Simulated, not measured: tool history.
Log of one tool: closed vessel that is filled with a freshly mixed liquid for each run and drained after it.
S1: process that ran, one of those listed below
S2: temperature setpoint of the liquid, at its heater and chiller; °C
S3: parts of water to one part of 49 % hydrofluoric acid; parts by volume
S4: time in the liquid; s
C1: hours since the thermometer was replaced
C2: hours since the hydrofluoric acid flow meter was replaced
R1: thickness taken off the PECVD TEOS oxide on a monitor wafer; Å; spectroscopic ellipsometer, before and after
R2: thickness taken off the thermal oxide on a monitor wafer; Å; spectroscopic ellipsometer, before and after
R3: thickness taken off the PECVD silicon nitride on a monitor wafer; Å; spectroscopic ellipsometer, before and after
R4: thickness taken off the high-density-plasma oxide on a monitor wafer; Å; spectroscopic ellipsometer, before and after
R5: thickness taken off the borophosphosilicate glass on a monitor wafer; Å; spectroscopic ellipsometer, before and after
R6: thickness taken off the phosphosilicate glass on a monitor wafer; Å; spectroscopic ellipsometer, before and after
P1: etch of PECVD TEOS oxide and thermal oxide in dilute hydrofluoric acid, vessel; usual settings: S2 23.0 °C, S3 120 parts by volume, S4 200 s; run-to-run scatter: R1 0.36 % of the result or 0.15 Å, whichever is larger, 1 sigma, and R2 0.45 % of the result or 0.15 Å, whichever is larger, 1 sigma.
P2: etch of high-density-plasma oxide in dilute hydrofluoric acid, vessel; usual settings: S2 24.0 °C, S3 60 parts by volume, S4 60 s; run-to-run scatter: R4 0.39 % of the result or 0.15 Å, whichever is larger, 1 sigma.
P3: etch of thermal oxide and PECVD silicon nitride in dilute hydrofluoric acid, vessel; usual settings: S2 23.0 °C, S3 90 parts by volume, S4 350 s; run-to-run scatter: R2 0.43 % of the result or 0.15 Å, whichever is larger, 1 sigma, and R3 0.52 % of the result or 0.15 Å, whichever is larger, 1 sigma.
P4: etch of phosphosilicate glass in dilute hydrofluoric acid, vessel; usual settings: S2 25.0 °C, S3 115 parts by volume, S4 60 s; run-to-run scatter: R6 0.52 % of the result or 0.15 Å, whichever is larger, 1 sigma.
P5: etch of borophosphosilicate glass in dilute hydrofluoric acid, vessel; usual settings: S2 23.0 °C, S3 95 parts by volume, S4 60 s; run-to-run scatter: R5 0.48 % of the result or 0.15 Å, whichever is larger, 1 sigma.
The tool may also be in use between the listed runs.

{"run": 1, "day": 0.333, "S1": "P1", "S2": 23.0, "S3": 120, "S4": 200, "C1": 486.2, "C2": 102.5, "R1": 305.38, "R2": 72.784}
{"run": 2, "day": 0.521, "S1": "P3", "S2": 23.0, "S3": 90, "S4": 670, "C1": 490.7, "C2": 107.0, "R2": 330.61, "R3": 173.07}
{"run": 3, "day": 0.729, "S1": "P1", "S2": 20.0, "S3": 45, "S4": 200, "C1": 495.7, "C2": 112.0, "R1": 785.97, "R2": 186.43}
{"run": 4, "day": 1.058, "S1": "P2", "S2": 24.0, "S3": 60, "S4": 60, "C1": 503.6, "C2": 119.9, "R4": 58.736}
{"run": 5, "day": 1.304, "S1": "P2", "S2": 24.0, "S3": 95, "S4": 60, "C1": 509.5, "C2": 125.8, "R4": 35.534}
{"run": 6, "day": 1.496, "S1": "P1", "S2": 23.0, "S3": 60, "S4": 200, "C1": 514.1, "C2": 130.4, "R1": 655.14, "R2": 155.64}
{"run": 7, "day": 1.729, "S1": "P5", "S2": 23.0, "S3": 95, "S4": 100, "C1": 519.7, "C2": 136.0, "R5": 466.8}
{"run": 8, "day": 2.038, "S1": "P1", "S2": 23.0, "S3": 120, "S4": 200, "C1": 527.1, "C2": 143.4, "R1": 305.29, "R2": 72.313}
{"run": 9, "day": 2.329, "S1": "P1", "S2": 23.0, "S3": 120, "S4": 200, "C1": 534.1, "C2": 150.4, "R1": 305.59, "R2": 72.638}
{"run": 10, "day": 2.517, "S1": "P1", "S2": 31.0, "S3": 120, "S4": 280, "C1": 538.6, "C2": 154.9, "R1": 579.44, "R2": 138.18}
{"run": 11, "day": 2.729, "S1": "P2", "S2": 24.0, "S3": 60, "S4": 30, "C1": 543.7, "C2": 160.0, "R4": 29.751}
{"run": 12, "day": 2.988, "S1": "P3", "S2": 27.0, "S3": 90, "S4": 350, "C1": 549.9, "C2": 166.2, "R2": 202.19, "R3": 117.65}
{"run": 13, "day": 3.146, "S1": "P1", "S2": 29.5, "S3": 120, "S4": 200, "C1": 553.7, "C2": 170.0, "R1": 387.84, "R2": 92.959}
{"run": 14, "day": 3.412, "S1": "P1", "S2": 17.0, "S3": 120, "S4": 200, "C1": 560.1, "C2": 176.4, "R1": 239.44, "R2": 56.836}
{"run": 15, "day": 3.742, "S1": "P4", "S2": 25.0, "S3": 115, "S4": 60, "C1": 568.0, "C2": 184.3, "R6": 314.89}
{"run": 16, "day": 4.1, "S1": "P5", "S2": 23.0, "S3": 95, "S4": 60, "C1": 576.6, "C2": 192.9, "R5": 281.1}
{"run": 17, "day": 4.4, "S1": "P5", "S2": 30.5, "S3": 95, "S4": 60, "C1": 583.8, "C2": 200.1, "R5": 379.02}
{"run": 18, "day": 4.683, "S1": "P3", "S2": 23.0, "S3": 40, "S4": 350, "C1": 590.6, "C2": 206.9, "R2": 411.15, "R3": 199.24}
{"run": 19, "day": 4.975, "S1": "P1", "S2": 23.0, "S3": 120, "S4": 200, "C1": 597.6, "C2": 213.9, "R1": 303.34, "R2": 72.752}
{"run": 20, "day": 5.142, "S1": "P4", "S2": 30.0, "S3": 115, "S4": 60, "C1": 601.6, "C2": 217.9, "R6": 383.54}
{"run": 21, "day": 5.333, "S1": "P1", "S2": 23.0, "S3": 120, "S4": 345, "C1": 606.2, "C2": 222.5, "R1": 525.33, "R2": 125.74}
{"run": 22, "day": 5.679, "S1": "P1", "S2": 23.0, "S3": 205, "S4": 200, "C1": 614.5, "C2": 230.8, "R1": 162.4, "R2": 38.742}
{"run": 23, "day": 5.946, "S1": "P1", "S2": 23.0, "S3": 120, "S4": 200, "C1": 620.9, "C2": 237.2, "R1": 305.66, "R2": 72.416}
{"run": 24, "day": 6.196, "S1": "P1", "S2": 23.0, "S3": 35, "S4": 380, "C1": 626.9, "C2": 243.2, "R1": 2205.6, "R2": 525.24}
{"run": 25, "day": 6.467, "S1": "P5", "S2": 23.0, "S3": 40, "S4": 60, "C1": 633.4, "C2": 249.7, "R5": 715.13}
{"run": 26, "day": 6.675, "S1": "P3", "S2": 23.0, "S3": 90, "S4": 350, "C1": 638.4, "C2": 254.7, "R2": 171.02, "R3": 89.523}
{"run": 27, "day": 7.017, "S1": "P4", "S2": 25.0, "S3": 160, "S4": 60, "C1": 646.6, "C2": 262.9, "R6": 215.35}
{"run": 28, "day": 7.383, "S1": "P4", "S2": 25.0, "S3": 115, "S4": 90, "C1": 655.4, "C2": 271.7, "R6": 473.86}
{"run": 29, "day": 7.708, "S1": "P1", "S2": 23.0, "S3": 120, "S4": 100, "C1": 663.2, "C2": 279.5, "R1": 152.07, "R2": 36.323}
{"run": 30, "day": 7.875, "S1": "P2", "S2": 24.0, "S3": 60, "S4": 60, "C1": 667.2, "C2": 283.5, "R4": 58.329}
{"run": 31, "day": 8.071, "S1": "P2", "S2": 32.0, "S3": 60, "S4": 60, "C1": 671.9, "C2": 288.2, "R4": 80.012}
{"run": 32, "day": 8.304, "S1": "P1", "S2": 23.0, "S3": 120, "S4": 200, "C1": 677.5, "C2": 293.8, "R1": 304.37, "R2": 72.353}
{"run": 33, "day": 8.496, "S1": "P1", "S2": 23.0, "S3": 120, "S4": 200, "C1": 682.1, "C2": 298.4, "R1": 315.95, "R2": 74.993}
{"run": 34, "day": 8.762, "S1": "P1", "S2": 23.0, "S3": 120, "S4": 200, "C1": 688.5, "C2": 304.8, "R1": 320.38, "R2": 77.013}
{"run": 35, "day": 9.104, "S1": "P1", "S2": 23.0, "S3": 120, "S4": 200, "C1": 696.7, "C2": 313.0, "R1": 327.98, "R2": 77.57}
{"run": 36, "day": 9.425, "S1": "P1", "S2": 23.0, "S3": 120, "S4": 200, "C1": 704.4, "C2": 320.7, "R1": 330.41, "R2": 78.759}
{"run": 37, "day": 9.6, "S1": "P1", "S2": 23.0, "S3": 120, "S4": 200, "C1": 708.6, "C2": 324.9, "R1": 329.08, "R2": 78.876}
{"run": 38, "day": 9.883, "S1": "P1", "S2": 23.0, "S3": 120, "S4": 200, "C1": 715.4, "C2": 331.7, "R1": 332.46, "R2": 78.537}

What P1 gives has crept away from where it was. These 2 causes fit the log equally well, each at the size given:
A: liquid hotter than its thermometer reads (K) = 2.09
B: hydrofluoric acid flow above the setpoint (%) = 7.42
The creep began at about day 8.304.

4 check runs are offered, one wafer each, their results left as question marks. Which one tells the causes apart?
{"run": "check 1", "day": 10.167, "S1": "P3", "S2": 23.0, "S3": 90, "S4": 350, "R2": "?", "R3": "?"}
{"run": "check 2", "day": 10.167, "S1": "P2", "S2": 24.0, "S3": 60, "S4": 60, "R4": "?"}
{"run": "check 3", "day": 10.167, "S1": "P5", "S2": 23.0, "S3": 95, "S4": 60, "R5": "?"}
{"run": "check 4", "day": 10.167, "S1": "P4", "S2": 25.0, "S3": 115, "S4": 60, "R6": "?"}

What each check would give under each cause:
check=check_1 result=R2 if_A=186.770 if_B=186.000
check=check_1 result=R3 if_A=103.140 if_B=96.369
check=check_2 result=R4 if_A=63.900 if_B=63.411
check=check_3 result=R5 if_A=306.25 if_B=305.16
check=check_4 result=R6 if_A=342.72 if_B=343.07
How far apart the two closest causes lie, in the result that separates them most: check 1 6.79 %; check 2 0.77 %; check 3 0.35 %; check 4 0.1 %
Check 1 tells the causes apart: in the others they would give nearly the same result.

Then check 1 was run and gave: R2 187.860 Å; R3 102.730 Å. Which cause is it?

It is A: liquid hotter than its thermometer reads (K).

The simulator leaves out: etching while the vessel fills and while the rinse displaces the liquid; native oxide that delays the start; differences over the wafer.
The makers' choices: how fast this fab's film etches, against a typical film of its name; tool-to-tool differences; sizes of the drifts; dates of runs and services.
